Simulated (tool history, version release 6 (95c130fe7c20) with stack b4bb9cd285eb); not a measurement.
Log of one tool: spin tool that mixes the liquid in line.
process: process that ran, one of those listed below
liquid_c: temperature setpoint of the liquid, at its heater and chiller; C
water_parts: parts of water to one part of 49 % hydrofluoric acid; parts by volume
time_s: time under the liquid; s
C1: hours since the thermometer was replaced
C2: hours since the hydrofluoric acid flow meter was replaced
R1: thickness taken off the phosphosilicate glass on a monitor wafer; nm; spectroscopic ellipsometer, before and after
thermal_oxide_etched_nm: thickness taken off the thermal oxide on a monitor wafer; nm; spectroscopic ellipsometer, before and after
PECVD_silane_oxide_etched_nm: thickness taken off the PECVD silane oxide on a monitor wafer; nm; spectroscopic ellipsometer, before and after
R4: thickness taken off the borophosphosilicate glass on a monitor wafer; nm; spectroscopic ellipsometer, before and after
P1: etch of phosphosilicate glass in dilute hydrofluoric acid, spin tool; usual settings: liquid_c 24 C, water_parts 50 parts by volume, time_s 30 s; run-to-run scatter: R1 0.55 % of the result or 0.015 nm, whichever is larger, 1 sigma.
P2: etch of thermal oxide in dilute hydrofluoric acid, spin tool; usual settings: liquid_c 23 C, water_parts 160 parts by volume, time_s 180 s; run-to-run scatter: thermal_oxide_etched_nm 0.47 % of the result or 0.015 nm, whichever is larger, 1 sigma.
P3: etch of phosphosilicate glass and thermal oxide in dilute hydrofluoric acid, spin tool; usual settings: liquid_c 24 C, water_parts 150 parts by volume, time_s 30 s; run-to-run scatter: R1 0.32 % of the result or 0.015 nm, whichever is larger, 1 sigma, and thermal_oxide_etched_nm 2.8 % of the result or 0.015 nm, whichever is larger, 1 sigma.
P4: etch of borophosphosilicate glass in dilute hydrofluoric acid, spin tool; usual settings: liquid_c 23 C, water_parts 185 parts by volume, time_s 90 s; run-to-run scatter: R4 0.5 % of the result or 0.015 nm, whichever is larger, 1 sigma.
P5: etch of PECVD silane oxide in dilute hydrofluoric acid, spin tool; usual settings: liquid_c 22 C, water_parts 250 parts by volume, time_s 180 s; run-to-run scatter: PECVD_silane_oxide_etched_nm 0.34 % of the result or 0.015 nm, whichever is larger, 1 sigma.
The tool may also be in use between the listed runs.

run 1 hour=10.2 | process=P1 liquid_c=24 water_parts=50 time_s=30 | C1=390.1 C2=261.4 | R1=92.891
run 2 hour=18.5 | process=P1 liquid_c=24 water_parts=50 time_s=30 | C1=398.4 C2=269.7 | R1=91.937
run 3 hour=29.8 | process=P2 liquid_c=27.5 water_parts=160 time_s=180 | C1=409.7 C2=281 | thermal_oxide_etched_nm=5.9059
run 4 hour=37.9 | process=P1 liquid_c=17 water_parts=50 time_s=30 | C1=417.8 C2=289.1 | R1=68.925
run 5 hour=52 | process=P5 liquid_c=22 water_parts=250 time_s=180 | C1=431.9 C2=303.2 | PECVD_silane_oxide_etched_nm=15.178
run 6 hour=67.4 | process=P1 liquid_c=24 water_parts=50 time_s=30 | C1=447.3 C2=318.6 | R1=92.451
run 7 hour=77.5 | process=P1 liquid_c=24 water_parts=50 time_s=30 | C1=457.4 C2=328.7 | R1=92.287
run 8 hour=90.7 | process=P3 liquid_c=24 water_parts=150 time_s=15 | C1=470.6 C2=341.9 | R1=12.281 thermal_oxide_etched_nm=0.41678
run 9 hour=99.7 | process=P5 liquid_c=22 water_parts=425 time_s=180 | C1=479.6 C2=350.9 | PECVD_silane_oxide_etched_nm=7.5689
run 10 hour=109.5 | process=P1 liquid_c=19.5 water_parts=85 time_s=30 | C1=489.4 C2=360.7 | R1=43.429
run 11 hour=122.7 | process=P2 liquid_c=23 water_parts=25 time_s=180 | C1=502.6 C2=373.9 | thermal_oxide_etched_nm=37.348
-- hour=136 thermometer replaced
run 12 hour=138.6 | process=P2 liquid_c=23 water_parts=160 time_s=15 | C1=2.6 C2=389.8 | thermal_oxide_etched_nm=0.41774
run 13 hour=147.5 | process=P1 liquid_c=24 water_parts=20 time_s=30 | C1=11.5 C2=398.7 | R1=241.11
run 14 hour=155.2 | process=P1 liquid_c=24 water_parts=25 time_s=15 | C1=19.2 C2=406.4 | R1=95.921
run 15 hour=164.9 | process=P3 liquid_c=18.5 water_parts=150 time_s=30 | C1=28.9 C2=416.1 | R1=19.732 thermal_oxide_etched_nm=0.63056
run 16 hour=173.7 | process=P1 liquid_c=24 water_parts=50 time_s=30 | C1=37.7 C2=424.9 | R1=92.106
run 17 hour=186.3 | process=P4 liquid_c=23 water_parts=185 time_s=15 | C1=50.3 C2=437.5 | R4=4.5894
run 18 hour=197.2 | process=P2 liquid_c=23 water_parts=160 time_s=180 | C1=61.2 C2=448.4 | thermal_oxide_etched_nm=5.0025
run 19 hour=213.5 | process=P1 liquid_c=31 water_parts=50 time_s=30 | C1=77.5 C2=464.7 | R1=121.36
run 20 hour=224.6 | process=P5 liquid_c=17 water_parts=250 time_s=180 | C1=88.6 C2=475.8 | PECVD_silane_oxide_etched_nm=12.571
run 21 hour=234.7 | process=P1 liquid_c=24 water_parts=80 time_s=30 | C1=98.7 C2=485.9 | R1=55.335
run 22 hour=242.4 | process=P4 liquid_c=28.5 water_parts=185 time_s=90 | C1=106.4 C2=493.6 | R4=33.722
run 23 hour=256.3 | process=P1 liquid_c=24 water_parts=50 time_s=30 | C1=120.3 C2=507.5 | R1=92.127
run 24 hour=270.5 | process=P4 liquid_c=23 water_parts=185 time_s=90 | C1=134.5 C2=521.7 | R4=27.402
run 25 hour=281.5 | process=P1 liquid_c=24 water_parts=50 time_s=60 | C1=145.5 C2=532.7 | R1=185.95
run 26 hour=297.6 | process=P1 liquid_c=24 water_parts=50 time_s=30 | C1=161.6 C2=548.8 | R1=92.999
run 27 hour=306.1 | process=P1 liquid_c=24 water_parts=50 time_s=15 | C1=170.1 C2=557.3 | R1=46.353
run 28 hour=315.7 | process=P5 liquid_c=22 water_parts=250 time_s=345 | C1=179.7 C2=566.9 | PECVD_silane_oxide_etched_nm=29.035
run 29 hour=326.6 | process=P3 liquid_c=24 water_parts=150 time_s=30 | C1=190.6 C2=577.8 | R1=24.478 thermal_oxide_etched_nm=0.78946
run 30 hour=340.4 | process=P3 liquid_c=24 water_parts=35 time_s=30 | C1=204.4 C2=591.6 | R1=121.35 thermal_oxide_etched_nm=3.9799
run 31 hour=353.8 | process=P4 liquid_c=23 water_parts=85 time_s=90 | C1=217.8 C2=605 | R4=67.116
run 32 hour=364.6 | process=P2 liquid_c=23 water_parts=160 time_s=180 | C1=228.6 C2=615.8 | thermal_oxide_etched_nm=4.9545
run 33 hour=379.4 | process=P1 liquid_c=24 water_parts=50 time_s=30 | C1=243.4 C2=630.6 | R1=92.516
run 34 hour=389.7 | process=P1 liquid_c=24 water_parts=50 time_s=30 | C1=253.7 C2=640.9 | R1=89.348
run 35 hour=401.8 | process=P1 liquid_c=24 water_parts=50 time_s=30 | C1=265.8 C2=653 | R1=87.415
run 36 hour=411.7 | process=P1 liquid_c=24 water_parts=50 time_s=30 | C1=275.7 C2=662.9 | R1=85.829
run 37 hour=427.7 | process=P1 liquid_c=24 water_parts=50 time_s=30 | C1=291.7 C2=678.9 | R1=85.15
run 38 hour=436.7 | process=P1 liquid_c=24 water_parts=50 time_s=30 | C1=300.7 C2=687.9 | R1=84.306
run 39 hour=451.2 | process=P1 liquid_c=24 water_parts=50 time_s=30 | C1=315.2 C2=702.4 | R1=84.809
run 40 hour=464.3 | process=P1 liquid_c=24 water_parts=50 time_s=30 | C1=328.3 C2=715.5 | R1=84.628

What P1 gives has crept away from where it was. These 2 causes fit the log equally well, each at the size given:
A: liquid colder than its thermometer reads (K) = 2.29
B: hydrofluoric acid flow below the setpoint (%) = 8.5
The creep began at about hour 379.4.

4 check runs are offered, one wafer each, their results left as question marks. Which one tells the causes apart?
run check 1 hour=477.4 | process=P5 liquid_c=22 water_parts=380 time_s=290 | PECVD_silane_oxide_etched_nm=?
run check 2 hour=477.4 | process=P4 liquid_c=23 water_parts=115 time_s=15 | R4=?
run check 3 hour=477.4 | process=P3 liquid_c=24 water_parts=40 time_s=15 | R1=? thermal_oxide_etched_nm=?
run check 4 hour=477.4 | process=P2 liquid_c=23 water_parts=75 time_s=35 | thermal_oxide_etched_nm=?

What each check would give under each cause:
check=check_1 result=PECVD_silane_oxide_etched_nm if_A=13.153 if_B=12.638
check=check_2 result=R4 if_A=7.3181 if_B=7.2476
check=check_3 result=R1 if_A=47.882 if_B=47.975
check=check_3 result=thermal_oxide_etched_nm if_A=1.6194 if_B=1.6225
check=check_4 result=thermal_oxide_etched_nm if_A=2.0753 if_B=2.0683
How far apart the two closest causes lie, in the result that separates them most: check 1 3.99 %; check 2 0.97 %; check 3 0.19 %; check 4 0.34 %
Only check 1 tells the causes apart: in the others they would give nearly the same result.

Then check 1 was run and gave: PECVD_silane_oxide_etched_nm 13.205 nm. Which cause is it?

It is A: liquid colder than its thermometer reads (K).

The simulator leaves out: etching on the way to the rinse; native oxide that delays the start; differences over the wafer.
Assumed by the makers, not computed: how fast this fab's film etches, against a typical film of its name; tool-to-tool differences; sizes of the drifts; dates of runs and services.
